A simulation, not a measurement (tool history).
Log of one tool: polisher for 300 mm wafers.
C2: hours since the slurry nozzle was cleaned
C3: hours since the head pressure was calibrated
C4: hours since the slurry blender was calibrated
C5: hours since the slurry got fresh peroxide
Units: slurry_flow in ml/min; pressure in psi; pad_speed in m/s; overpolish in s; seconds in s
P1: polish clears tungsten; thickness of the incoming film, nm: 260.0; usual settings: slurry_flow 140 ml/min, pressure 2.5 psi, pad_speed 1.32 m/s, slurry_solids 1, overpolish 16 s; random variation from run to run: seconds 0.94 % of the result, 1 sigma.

Run 1, day 0.254: slurry_flow 140 ml/min, pressure 2.5 psi, pad_speed 1.32 m/s, slurry_solids 1, overpolish 16 s; wafers polished on this pad 843; C2 442.3; C3 151.9; C4 75.2; C5 21.8. Result: seconds 52.204 s.
Run 2, day 0.638: slurry_flow 140 ml/min, pressure 2.5 psi, pad_speed 1.32 m/s, slurry_solids 1, overpolish 16 s; wafers polished on this pad 979; C2 451.5; C3 161.1; C4 84.4; C5 31. Result: seconds 52.012 s.
Run 3, day 0.879: slurry_flow 140 ml/min, pressure 1.1 psi, pad_speed 1.32 m/s, slurry_solids 1, overpolish 16 s; wafers polished on this pad 1064; C2 457.3; C3 166.9; C4 90.2; C5 36.8. Result: seconds 116.31 s.
Run 4, day 1.079: slurry_flow 140 ml/min, pressure 2.5 psi, pad_speed 1.32 m/s, slurry_solids 1, overpolish 16 s; wafers polished on this pad 1135; C2 462.1; C3 171.7; C4 95; C5 41.6. Result: seconds 51.155 s.
Run 5, day 1.304: slurry_flow 140 ml/min, pressure 2.5 psi, pad_speed 1.32 m/s, slurry_solids 0.6, overpolish 16 s; wafers polished on this pad 1215; C2 467.5; C3 177.1; C4 100.4; C5 47. Result: seconds 57.848 s.
Run 6, day 1.533: slurry_flow 140 ml/min, pressure 2.5 psi, pad_speed 1.32 m/s, slurry_solids 1, overpolish 16 s; wafers polished on this pad 1296; C2 473; C3 182.6; C4 105.9; C5 52.5. Result: seconds 52.335 s.
Run 7, day 1.804: slurry_flow 140 ml/min, pressure 2.5 psi, pad_speed 1.32 m/s, slurry_solids 1, overpolish 5 s; wafers polished on this pad 1391; C2 479.5; C3 189.1; C4 112.4; C5 59. Result: seconds 51.989 s.
At day 2.138: slurry nozzle cleaned.
Run 8, day 2.142: slurry_flow 140 ml/min, pressure 2.5 psi, pad_speed 1.32 m/s, slurry_solids 1, overpolish 16 s; wafers polished on this pad 1511; C2 0.1; C3 197.2; C4 120.5; C5 67.1. Result: seconds 51.423 s.
Run 9, day 2.512: slurry_flow 140 ml/min, pressure 2.5 psi, pad_speed 1.9 m/s, slurry_solids 1, overpolish 16 s; wafers polished on this pad 1642; C2 9; C3 206.1; C4 129.4; C5 76. Result: seconds 36.095 s.
Run 10, day 2.771: slurry_flow 140 ml/min, pressure 3.2 psi, pad_speed 1.32 m/s, slurry_solids 1, overpolish 16 s; wafers polished on this pad 1733; C2 15.2; C3 212.3; C4 135.6; C5 82.2. Result: seconds 40.626 s.
Run 11, day 3.167: slurry_flow 85 ml/min, pressure 2.5 psi, pad_speed 1.32 m/s, slurry_solids 1, overpolish 16 s; wafers polished on this pad 1873; C2 24.7; C3 221.8; C4 145.1; C5 91.7. Result: seconds 57.557 s.
At day 3.492: head pressure recalibrated.
Run 12, day 3.554: slurry_flow 140 ml/min, pressure 2.5 psi, pad_speed 1.32 m/s, slurry_solids 1.45, overpolish 16 s; wafers polished on this pad 2010; C2 34; C3 1.6; C4 154.4; C5 101. Result: seconds 47.699 s.
Run 13, day 3.733: slurry_flow 140 ml/min, pressure 2.5 psi, pad_speed 1.32 m/s, slurry_solids 1, overpolish 25 s; wafers polished on this pad 2073; C2 38.3; C3 5.9; C4 158.7; C5 105.3. Result: seconds 51.982 s.
Run 14, day 3.967: slurry_flow 140 ml/min, pressure 2.5 psi, pad_speed 1.84 m/s, slurry_solids 1.25, overpolish 16 s; wafers polished on this pad 2156; C2 43.9; C3 11.5; C4 164.3; C5 110.9. Result: seconds 35.127 s.
Run 15, day 4.192: slurry_flow 140 ml/min, pressure 2.5 psi, pad_speed 0.88 m/s, slurry_solids 1, overpolish 16 s; wafers polished on this pad 2235; C2 49.3; C3 16.9; C4 169.7; C5 116.3. Result: seconds 77.668 s.
Run 16, day 4.408: slurry_flow 140 ml/min, pressure 2.5 psi, pad_speed 1.32 m/s, slurry_solids 1, overpolish 16 s; wafers polished on this pad 2312; C2 54.5; C3 22.1; C4 174.9; C5 121.5. Result: seconds 51.681 s.
At day 4.529: worn pad replaced by a new one.
Run 17, day 4.758: slurry_flow 215 ml/min, pressure 2.5 psi, pad_speed 1.32 m/s, slurry_solids 1, overpolish 16 s; wafers polished on this pad 81; C2 62.9; C3 30.5; C4 183.3; C5 129.9. Result: seconds 48.384 s.
Run 18, day 5.138: slurry_flow 140 ml/min, pressure 2.5 psi, pad_speed 1.32 m/s, slurry_solids 1, overpolish 16 s; wafers polished on this pad 215; C2 72; C3 39.6; C4 192.4; C5 139. Result: seconds 51.678 s.
Run 19, day 5.388: slurry_flow 140 ml/min, pressure 2.5 psi, pad_speed 1.32 m/s, slurry_solids 1, overpolish 16 s; wafers polished on this pad 303; C2 78; C3 45.6; C4 198.4; C5 145. Result: seconds 52.109 s.
Run 20, day 5.717: slurry_flow 140 ml/min, pressure 2.5 psi, pad_speed 1.32 m/s, slurry_solids 1, overpolish 16 s; wafers polished on this pad 419; C2 85.9; C3 53.5; C4 206.3; C5 152.9. Result: seconds 54.597 s.
Run 21, day 6.075: slurry_flow 140 ml/min, pressure 2.5 psi, pad_speed 1.32 m/s, slurry_solids 1, overpolish 16 s; wafers polished on this pad 546; C2 94.5; C3 62.1; C4 214.9; C5 161.5. Result: seconds 56.351 s.
At day 6.329: slurry blender recalibrated.
Run 22, day 6.375: slurry_flow 140 ml/min, pressure 2.5 psi, pad_speed 1.32 m/s, slurry_solids 1, overpolish 16 s; wafers polished on this pad 652; C2 101.7; C3 69.3; C4 1.2; C5 168.7. Result: seconds 56.354 s.
At day 6.633: worn pad replaced by a new one.
Run 23, day 6.712: slurry_flow 140 ml/min, pressure 2.5 psi, pad_speed 1.32 m/s, slurry_solids 1, overpolish 16 s; wafers polished on this pad 28; C2 109.8; C3 77.4; C4 9.3; C5 176.8. Result: seconds 57.091 s.
Run 24, day 6.967: slurry_flow 140 ml/min, pressure 2.5 psi, pad_speed 1.32 m/s, slurry_solids 1, overpolish 16 s; wafers polished on this pad 118; C2 115.9; C3 83.5; C4 15.4; C5 182.9. Result: seconds 56.868 s.
At day 6.988: head pressure recalibrated.
Run 25, day 7.217: slurry_flow 140 ml/min, pressure 2.5 psi, pad_speed 1.32 m/s, slurry_solids 1, overpolish 16 s; wafers polished on this pad 206; C2 121.9; C3 5.5; C4 21.4; C5 188.9. Result: seconds 57.055 s.
Run 26, day 7.446: slurry_flow 140 ml/min, pressure 2.5 psi, pad_speed 1.32 m/s, slurry_solids 1, overpolish 16 s; wafers polished on this pad 287; C2 127.4; C3 11; C4 26.9; C5 194.4. Result: seconds 57.142 s.
Run 27, day 7.829: slurry_flow 140 ml/min, pressure 2.5 psi, pad_speed 1.32 m/s, slurry_solids 1, overpolish 16 s; wafers polished on this pad 423; C2 136.6; C3 20.2; C4 36.1; C5 203.6. Result: seconds 57.609 s.
Run 28, day 8.1: slurry_flow 140 ml/min, pressure 2.5 psi, pad_speed 1.32 m/s, slurry_solids 1, overpolish 16 s; wafers polished on this pad 519; C2 143.1; C3 26.7; C4 42.6; C5 210.1. Result: seconds 58.052 s.
Run 29, day 8.375: slurry_flow 140 ml/min, pressure 2.5 psi, pad_speed 1.32 m/s, slurry_solids 1, overpolish 16 s; wafers polished on this pad 616; C2 149.7; C3 33.3; C4 49.2; C5 216.7. Result: seconds 58.126 s.

What P1 gives has crept away from where it was. These 2 causes fit the log equally well, each at the size given:
A: slurry flow missing at the pad, % = 39.3
B: peroxide lost from the slurry, % = 25.5
The creep began at about day 5.138.
Why every other cause is out:
removal rate lost through wear of the pad, %: serviced at day 6.633, which brought nothing back
head's pressure below its setpoint, %: serviced at day 6.988, which brought nothing back
abrasive missing from the slurry, %: serviced at day 6.329, which brought nothing back

4 check runs are offered, each on 2 wafers whose results are averaged, their results left as question marks. Which one tells the causes apart?
Run check 1, day 8.65: slurry_flow 140 ml/min, pressure 2.5 psi, pad_speed 1.32 m/s, slurry_solids 1.2, overpolish 5 s. Result: seconds ?.
Run check 2, day 8.65: slurry_flow 85 ml/min, pressure 1.9 psi, pad_speed 1.32 m/s, slurry_solids 1, overpolish 16 s. Result: seconds ?.
Run check 3, day 8.65: slurry_flow 140 ml/min, pressure 2.5 psi, pad_speed 1.32 m/s, slurry_solids 1.3, overpolish 16 s. Result: seconds ?.
Run check 4, day 8.65: slurry_flow 140 ml/min, pressure 2.5 psi, pad_speed 1.84 m/s, slurry_solids 1, overpolish 16 s. Result: seconds ?.

What each check would give under each cause:
  check   result    if A    if B
check 1  seconds  55.502  55.525
check 2  seconds   91.04  85.648
check 3  seconds  54.439  54.462
check 4  seconds  41.587  41.604
How far apart the two closest causes lie, in the result that separates them most: check 1 0.04 %; check 2 6.11 %; check 3 0.04 %; check 4 0.04 %
Only check 2 tells the causes apart: in the others they would give nearly the same result.

Then check 2 was run and gave: seconds 84.753 s. Which cause is it?

It is B: peroxide lost from the slurry, %.
